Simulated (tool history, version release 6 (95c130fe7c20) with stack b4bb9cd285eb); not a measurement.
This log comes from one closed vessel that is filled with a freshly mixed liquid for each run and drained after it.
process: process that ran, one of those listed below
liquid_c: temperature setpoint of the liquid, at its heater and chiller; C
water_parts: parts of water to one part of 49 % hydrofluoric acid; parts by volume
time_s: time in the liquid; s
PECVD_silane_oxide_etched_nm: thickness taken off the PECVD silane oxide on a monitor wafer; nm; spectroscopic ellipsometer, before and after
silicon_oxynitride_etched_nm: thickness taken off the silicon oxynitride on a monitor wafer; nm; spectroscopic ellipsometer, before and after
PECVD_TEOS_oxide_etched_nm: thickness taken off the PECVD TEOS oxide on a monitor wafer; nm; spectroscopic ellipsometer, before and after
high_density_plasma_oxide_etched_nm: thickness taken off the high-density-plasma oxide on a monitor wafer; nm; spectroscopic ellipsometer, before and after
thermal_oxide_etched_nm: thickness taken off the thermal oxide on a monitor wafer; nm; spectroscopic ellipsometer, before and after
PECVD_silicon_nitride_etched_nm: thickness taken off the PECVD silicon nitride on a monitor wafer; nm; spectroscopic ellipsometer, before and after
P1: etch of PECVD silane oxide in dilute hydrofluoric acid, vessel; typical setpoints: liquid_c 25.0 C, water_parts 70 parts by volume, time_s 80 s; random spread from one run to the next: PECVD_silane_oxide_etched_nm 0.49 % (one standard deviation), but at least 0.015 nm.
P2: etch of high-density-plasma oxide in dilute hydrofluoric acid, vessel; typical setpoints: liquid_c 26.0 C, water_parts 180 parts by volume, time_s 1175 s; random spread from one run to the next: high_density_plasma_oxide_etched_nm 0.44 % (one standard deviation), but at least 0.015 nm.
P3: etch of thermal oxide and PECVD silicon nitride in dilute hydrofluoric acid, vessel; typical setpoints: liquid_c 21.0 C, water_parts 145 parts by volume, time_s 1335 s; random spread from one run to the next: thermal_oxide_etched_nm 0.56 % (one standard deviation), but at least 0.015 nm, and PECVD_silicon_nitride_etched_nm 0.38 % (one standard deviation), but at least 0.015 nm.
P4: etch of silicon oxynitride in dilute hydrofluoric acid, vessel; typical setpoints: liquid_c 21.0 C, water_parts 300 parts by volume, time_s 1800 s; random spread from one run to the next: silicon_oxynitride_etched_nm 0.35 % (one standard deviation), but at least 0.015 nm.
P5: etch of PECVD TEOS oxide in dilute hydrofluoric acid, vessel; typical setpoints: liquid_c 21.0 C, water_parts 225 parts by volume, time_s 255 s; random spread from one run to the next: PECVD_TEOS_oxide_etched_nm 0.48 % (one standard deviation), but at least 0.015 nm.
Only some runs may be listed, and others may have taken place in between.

| run | hour | process | liquid_c | water_parts | time_s | PECVD_silane_oxide_etched_nm | silicon_oxynitride_etched_nm | PECVD_TEOS_oxide_etched_nm | high_density_plasma_oxide_etched_nm | thermal_oxide_etched_nm | PECVD_silicon_nitride_etched_nm |
|---|---|---|---|---|---|---|---|---|---|---|---|
| 1 | 10.7 | P1 | 25.0 | 70 | 80 | 35.414 |  |  |  |  |  |
| 2 | 17.0 | P4 | 28.5 | 300 | 1800 |  | 10.46300 |  |  |  |  |
| 3 | 30.1 | P4 | 21.0 | 300 | 1800 |  | 7.63670 |  |  |  |  |
| 4 | 39.8 | P1 | 19.0 | 70 | 80 | 27.434 |  |  |  |  |  |
| 5 | 46.2 | P5 | 21.0 | 225 | 465 |  |  | 45.800 |  |  |  |
| 6 | 56.3 | P2 | 26.0 | 180 | 1870 |  |  |  | 51.366 |  |  |
| 7 | 64.9 | P1 | 25.0 | 70 | 145 | 63.880 |  |  |  |  |  |
| 8 | 76.6 | P3 | 17.0 | 145 | 1335 |  |  |  |  | 32.938 | 9.7342 |
| 9 | 88.3 | P2 | 26.0 | 80 | 1175 |  |  |  | 82.905 |  |  |
| 10 | 94.4 | P1 | 29.5 | 70 | 80 | 42.127 |  |  |  |  |  |
| 11 | 107.6 | P2 | 26.0 | 180 | 1175 |  |  |  | 32.253 |  |  |
| 12 | 119.5 | P2 | 26.0 | 180 | 1175 |  |  |  | 32.266 |  |  |
| 13 | 125.6 | P1 | 25.0 | 70 | 80 | 35.208 |  |  |  |  |  |
| 14 | 134.9 | P5 | 27.0 | 225 | 255 |  |  | 30.978 |  |  |  |
|  | 136.6 | hydrofluoric acid flow meter replaced |
| 15 | 143.9 | P2 | 31.0 | 180 | 1175 |  |  |  | 38.544 |  |  |
| 16 | 155.1 | P1 | 25.0 | 115 | 80 | 20.168 |  |  |  |  |  |
| 17 | 167.5 | P1 | 25.0 | 70 | 80 | 35.422 |  |  |  |  |  |
| 18 | 173.9 | P3 | 21.0 | 145 | 1335 |  |  |  |  | 38.636 | 12.7400 |
| 19 | 183.4 | P5 | 21.0 | 370 | 255 |  |  | 13.214 |  |  |  |
| 20 | 192.5 | P3 | 21.0 | 145 | 1335 |  |  |  |  | 38.589 | 12.7540 |
| 21 | 203.2 | P1 | 25.0 | 40 | 80 | 63.813 |  |  |  |  |  |
| 22 | 215.2 | P5 | 21.0 | 225 | 255 |  |  | 24.782 |  |  |  |
| 23 | 228.3 | P1 | 25.0 | 70 | 80 | 35.304 |  |  |  |  |  |
| 24 | 234.8 | P4 | 21.0 | 300 | 75 |  | 0.32021 |  |  |  |  |
| 25 | 242.0 | P3 | 21.0 | 240 | 1335 |  |  |  |  | 21.217 | 7.7800 |
| 26 | 254.3 | P1 | 17.5 | 125 | 80 | 13.578 |  |  |  |  |  |
| 27 | 265.2 | P4 | 21.0 | 70 | 1800 |  | 38.51300 |  |  |  |  |
| 28 | 273.8 | P4 | 21.0 | 300 | 1800 |  | 7.64490 |  |  |  |  |
| 29 | 280.8 | P3 | 21.0 | 145 | 2540 |  |  |  |  | 72.594 | 24.1850 |
| 30 | 294.3 | P1 | 25.0 | 30 | 40 | 43.252 |  |  |  |  |  |
| 31 | 302.9 | P1 | 25.0 | 70 | 80 | 35.129 |  |  |  |  |  |
| 32 | 312.7 | P1 | 25.0 | 70 | 30 | 13.175 |  |  |  |  |  |
| 33 | 323.6 | P1 | 25.0 | 70 | 80 | 35.215 |  |  |  |  |  |
| 34 | 335.3 | P5 | 21.0 | 225 | 255 |  |  | 24.874 |  |  |  |
| 35 | 344.0 | P1 | 25.0 | 70 | 80 | 35.459 |  |  |  |  |  |
| 36 | 350.7 | P1 | 25.0 | 70 | 80 | 34.778 |  |  |  |  |  |
| 37 | 363.6 | P1 | 25.0 | 70 | 80 | 34.461 |  |  |  |  |  |
| 38 | 369.7 | P1 | 25.0 | 70 | 80 | 34.381 |  |  |  |  |  |
| 39 | 377.9 | P1 | 25.0 | 70 | 80 | 33.574 |  |  |  |  |  |
| 40 | 386.3 | P1 | 25.0 | 70 | 80 | 33.896 |  |  |  |  |  |
| 41 | 399.6 | P1 | 25.0 | 70 | 80 | 33.363 |  |  |  |  |  |
| 42 | 406.7 | P1 | 25.0 | 70 | 80 | 33.354 |  |  |  |  |  |
| 43 | 415.2 | P1 | 25.0 | 70 | 80 | 33.400 |  |  |  |  |  |
| 44 | 425.5 | P1 | 25.0 | 70 | 80 | 33.344 |  |  |  |  |  |
| 45 | 438.4 | P1 | 25.0 | 70 | 80 | 33.264 |  |  |  |  |  |
| 46 | 448.7 | P1 | 25.0 | 70 | 80 | 33.445 |  |  |  |  |  |

Compared with where it was, what P1 gives has crept away. Each cause listed below fits the log as well as the rest, at the size given for it:
A: liquid colder than its thermometer reads (K) = 1.4
B: hydrofluoric acid flow below the setpoint (%) = 5.04
Creep in the process output first set in at about hour 344.0.

Question marks stand in for the results of the 4 check runs listed below, each run on one wafer. Under which run would the listed causes show clearly different results?
| check 1 | 459.0 | P5 | 21.0 | 225 | 255 |  |  | ? |  |  |  |
| check 2 | 459.0 | P3 | 21.0 | 145 | 1335 |  |  |  |  | ? | ? |
| check 3 | 459.0 | P2 | 26.0 | 180 | 1175 |  |  |  | ? |  |  |
| check 4 | 459.0 | P4 | 21.0 | 300 | 1800 |  | ? |  |  |  |  |

Predicted outcomes, by check and by cause:
| check | result | if A | if B |
|---|---|---|---|
| check 1 | PECVD_TEOS_oxide_etched_nm | 23.647 | 23.407 |
| check 2 | thermal_oxide_etched_nm | 36.557 | 36.403 |
| check 2 | PECVD_silicon_nitride_etched_nm | 11.5970 | 12.1050 |
| check 3 | high_density_plasma_oxide_etched_nm | 30.805 | 30.471 |
| check 4 | silicon_oxynitride_etched_nm | 7.19930 | 7.20190 |
Smallest distance between any two causes, each pair judged by its most separating result, in per cent: check 1 1.02 %; check 2 4.29 %; check 3 1.09 %; check 4 0.04 %
Only check 2 tells the causes apart: in the others they would give nearly the same result.

Check 2 was carried out, with these results: thermal_oxide_etched_nm 36.551 nm; PECVD_silicon_nitride_etched_nm 12.1510 nm. Which of the listed causes is responsible?

It is B: hydrofluoric acid flow below the setpoint (%).
